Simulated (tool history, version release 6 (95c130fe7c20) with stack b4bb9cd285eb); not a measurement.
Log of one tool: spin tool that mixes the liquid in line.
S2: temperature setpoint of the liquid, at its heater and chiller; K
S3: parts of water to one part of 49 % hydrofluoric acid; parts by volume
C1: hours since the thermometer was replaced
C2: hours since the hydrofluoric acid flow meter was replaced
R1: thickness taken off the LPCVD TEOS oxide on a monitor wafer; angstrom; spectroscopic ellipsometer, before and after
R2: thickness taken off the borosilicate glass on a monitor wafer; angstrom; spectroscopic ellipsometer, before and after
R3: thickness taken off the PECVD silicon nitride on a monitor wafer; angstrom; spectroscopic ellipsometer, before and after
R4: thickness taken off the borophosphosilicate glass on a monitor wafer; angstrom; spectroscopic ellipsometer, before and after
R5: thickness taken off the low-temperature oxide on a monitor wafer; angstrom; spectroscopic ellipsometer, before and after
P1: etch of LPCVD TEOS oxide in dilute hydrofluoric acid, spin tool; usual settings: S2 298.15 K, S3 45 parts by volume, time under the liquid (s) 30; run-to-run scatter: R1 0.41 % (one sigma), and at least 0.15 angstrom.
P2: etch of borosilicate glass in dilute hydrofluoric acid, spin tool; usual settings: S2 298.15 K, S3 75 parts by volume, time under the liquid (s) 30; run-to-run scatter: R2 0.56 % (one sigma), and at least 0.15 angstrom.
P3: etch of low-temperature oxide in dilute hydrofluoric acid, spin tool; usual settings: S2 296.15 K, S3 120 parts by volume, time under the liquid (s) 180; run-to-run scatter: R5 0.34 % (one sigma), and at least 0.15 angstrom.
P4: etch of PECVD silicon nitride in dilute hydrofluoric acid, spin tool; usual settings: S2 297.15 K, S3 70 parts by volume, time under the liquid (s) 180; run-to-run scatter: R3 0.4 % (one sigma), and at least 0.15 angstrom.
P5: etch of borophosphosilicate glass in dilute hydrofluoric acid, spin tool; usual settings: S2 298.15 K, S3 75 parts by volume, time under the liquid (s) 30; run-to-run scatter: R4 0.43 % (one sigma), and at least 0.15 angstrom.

run 1 day=0.200 | process_that_ran=P1 S2=298.15 S3=45 time_under_the_liquid_(s)=30 | C1=662.3 C2=199.8 | R1=407.45
run 2 day=0.483 | process_that_ran=P1 S2=298.15 S3=25 time_under_the_liquid_(s)=30 | C1=669.1 C2=206.6 | R1=761.91
run 3 day=0.758 | process_that_ran=P2 S2=298.15 S3=75 time_under_the_liquid_(s)=55 | C1=675.7 C2=213.2 | R2=453.30
run 4 day=1.017 | process_that_ran=P4 S2=297.15 S3=125 time_under_the_liquid_(s)=180 | C1=681.9 C2=219.4 | R3=32.5580
run 5 day=1.371 | process_that_ran=P1 S2=304.15 S3=45 time_under_the_liquid_(s)=30 | C1=690.4 C2=227.9 | R1=522.58
run 6 day=1.800 | process_that_ran=P2 S2=291.15 S3=75 time_under_the_liquid_(s)=30 | C1=700.7 C2=238.2 | R2=183.94
run 7 day=2.017 | process_that_ran=P5 S2=298.15 S3=20 time_under_the_liquid_(s)=30 | C1=705.9 C2=243.4 | R4=669.75
run 8 day=2.350 | process_that_ran=P5 S2=291.15 S3=75 time_under_the_liquid_(s)=30 | C1=713.9 C2=251.4 | R4=123.97
run 9 day=2.650 | process_that_ran=P5 S2=298.15 S3=75 time_under_the_liquid_(s)=55 | C1=721.1 C2=258.6 | R4=304.85
run 10 day=2.900 | process_that_ran=P2 S2=298.15 S3=140 time_under_the_liquid_(s)=30 | C1=727.1 C2=264.6 | R2=122.15
-- day=3.233 thermometer replaced
run 11 day=3.258 | process_that_ran=P4 S2=297.15 S3=70 time_under_the_liquid_(s)=180 | C1=0.6 C2=273.2 | R3=56.9460
run 12 day=3.629 | process_that_ran=P1 S2=298.15 S3=45 time_under_the_liquid_(s)=30 | C1=9.5 C2=282.1 | R1=406.55
run 13 day=4.021 | process_that_ran=P1 S2=298.15 S3=70 time_under_the_liquid_(s)=30 | C1=18.9 C2=291.5 | R1=253.86
run 14 day=4.300 | process_that_ran=P1 S2=298.15 S3=45 time_under_the_liquid_(s)=30 | C1=25.6 C2=298.2 | R1=409.18
run 15 day=4.638 | process_that_ran=P1 S2=298.15 S3=45 time_under_the_liquid_(s)=15 | C1=33.7 C2=306.3 | R1=206.10
run 16 day=5.054 | process_that_ran=P1 S2=298.15 S3=45 time_under_the_liquid_(s)=30 | C1=43.7 C2=316.3 | R1=411.35
run 17 day=5.288 | process_that_ran=P1 S2=303.15 S3=60 time_under_the_liquid_(s)=30 | C1=49.3 C2=321.9 | R1=368.44
run 18 day=5.612 | process_that_ran=P5 S2=298.15 S3=75 time_under_the_liquid_(s)=30 | C1=57.1 C2=329.7 | R4=165.78
run 19 day=6.004 | process_that_ran=P4 S2=297.15 S3=70 time_under_the_liquid_(s)=180 | C1=66.5 C2=339.1 | R3=57.1470
run 20 day=6.329 | process_that_ran=P1 S2=298.15 S3=45 time_under_the_liquid_(s)=30 | C1=74.3 C2=346.9 | R1=411.62
run 21 day=6.521 | process_that_ran=P3 S2=296.15 S3=120 time_under_the_liquid_(s)=365 | C1=78.9 C2=351.5 | R5=447.01
run 22 day=6.892 | process_that_ran=P3 S2=290.15 S3=120 time_under_the_liquid_(s)=180 | C1=87.8 C2=360.4 | R5=173.38
run 23 day=7.125 | process_that_ran=P1 S2=298.15 S3=45 time_under_the_liquid_(s)=60 | C1=93.4 C2=366.0 | R1=816.18
run 24 day=7.554 | process_that_ran=P4 S2=303.15 S3=70 time_under_the_liquid_(s)=180 | C1=103.7 C2=376.3 | R3=85.1520
run 25 day=7.958 | process_that_ran=P1 S2=298.15 S3=45 time_under_the_liquid_(s)=30 | C1=113.4 C2=386.0 | R1=408.47
run 26 day=8.208 | process_that_ran=P3 S2=296.15 S3=200 time_under_the_liquid_(s)=180 | C1=119.4 C2=392.0 | R5=121.01
run 27 day=8.442 | process_that_ran=P1 S2=291.65 S3=45 time_under_the_liquid_(s)=30 | C1=125.0 C2=397.6 | R1=311.49
run 28 day=8.725 | process_that_ran=P3 S2=296.15 S3=120 time_under_the_liquid_(s)=180 | C1=131.8 C2=404.4 | R5=220.06
run 29 day=9.121 | process_that_ran=P5 S2=298.15 S3=75 time_under_the_liquid_(s)=30 | C1=141.3 C2=413.9 | R4=165.68
run 30 day=9.471 | process_that_ran=P4 S2=297.15 S3=70 time_under_the_liquid_(s)=20 | C1=149.7 C2=422.3 | R3=6.2605
run 31 day=9.838 | process_that_ran=P2 S2=298.15 S3=75 time_under_the_liquid_(s)=30 | C1=158.5 C2=431.1 | R2=247.59
run 32 day=10.096 | process_that_ran=P1 S2=298.15 S3=45 time_under_the_liquid_(s)=30 | C1=164.7 C2=437.3 | R1=411.66
run 33 day=10.288 | process_that_ran=P1 S2=298.15 S3=45 time_under_the_liquid_(s)=30 | C1=169.3 C2=441.9 | R1=404.93
run 34 day=10.621 | process_that_ran=P1 S2=298.15 S3=45 time_under_the_liquid_(s)=30 | C1=177.3 C2=449.9 | R1=398.08
run 35 day=10.821 | process_that_ran=P1 S2=298.15 S3=45 time_under_the_liquid_(s)=30 | C1=182.1 C2=454.7 | R1=391.83
run 36 day=11.108 | process_that_ran=P1 S2=298.15 S3=45 time_under_the_liquid_(s)=30 | C1=189.0 C2=461.6 | R1=387.44
run 37 day=11.442 | process_that_ran=P1 S2=298.15 S3=45 time_under_the_liquid_(s)=30 | C1=197.0 C2=469.6 | R1=388.22
run 38 day=11.717 | process_that_ran=P1 S2=298.15 S3=45 time_under_the_liquid_(s)=30 | C1=203.6 C2=476.2 | R1=387.26
run 39 day=11.950 | process_that_ran=P1 S2=298.15 S3=45 time_under_the_liquid_(s)=30 | C1=209.2 C2=481.8 | R1=384.81
run 40 day=12.300 | process_that_ran=P1 S2=298.15 S3=45 time_under_the_liquid_(s)=30 | C1=217.6 C2=490.2 | R1=384.69
run 41 day=12.621 | process_that_ran=P1 S2=298.15 S3=45 time_under_the_liquid_(s)=30 | C1=225.3 C2=497.9 | R1=384.22
run 42 day=12.829 | process_that_ran=P1 S2=298.15 S3=45 time_under_the_liquid_(s)=30 | C1=230.3 C2=502.9 | R1=382.79
run 43 day=13.225 | process_that_ran=P1 S2=298.15 S3=45 time_under_the_liquid_(s)=30 | C1=239.8 C2=512.4 | R1=379.58

What P1 gives has crept away from where it was. These 2 causes fit the log equally well, each at the size given:
A: hydrofluoric acid flow below the setpoint (%) = 6.28
B: liquid colder than its thermometer reads (K) = 1.68
The creep began at about day 10.096.

4 check runs are offered, one wafer each, their results left as question marks. Which one tells the causes apart?
run check 1 day=13.621 | process_that_ran=P4 S2=297.15 S3=70 time_under_the_liquid_(s)=180 | R3=?
run check 2 day=13.621 | process_that_ran=P5 S2=298.15 S3=75 time_under_the_liquid_(s)=30 | R4=?
run check 3 day=13.621 | process_that_ran=P2 S2=298.15 S3=75 time_under_the_liquid_(s)=30 | R2=?
run check 4 day=13.621 | process_that_ran=P3 S2=296.15 S3=120 time_under_the_liquid_(s)=180 | R5=?

What each check would give under each cause:
check=check_1 result=R3 if_A=54.0080 if_B=51.4180
check=check_2 result=R4 if_A=154.43 if_B=155.01
check=check_3 result=R2 if_A=230.99 if_B=231.86
check=check_4 result=R5 if_A=205.40 if_B=206.92
How far apart the two closest causes lie, in the result that separates them most: check 1 4.91 %; check 2 0.38 %; check 3 0.38 %; check 4 0.74 %
Check 1 tells the causes apart: in the others they would give nearly the same result.

Check 1 was then run and gave: R3 51.2790 angstrom. Which cause is it?

It is B: liquid colder than its thermometer reads (K).
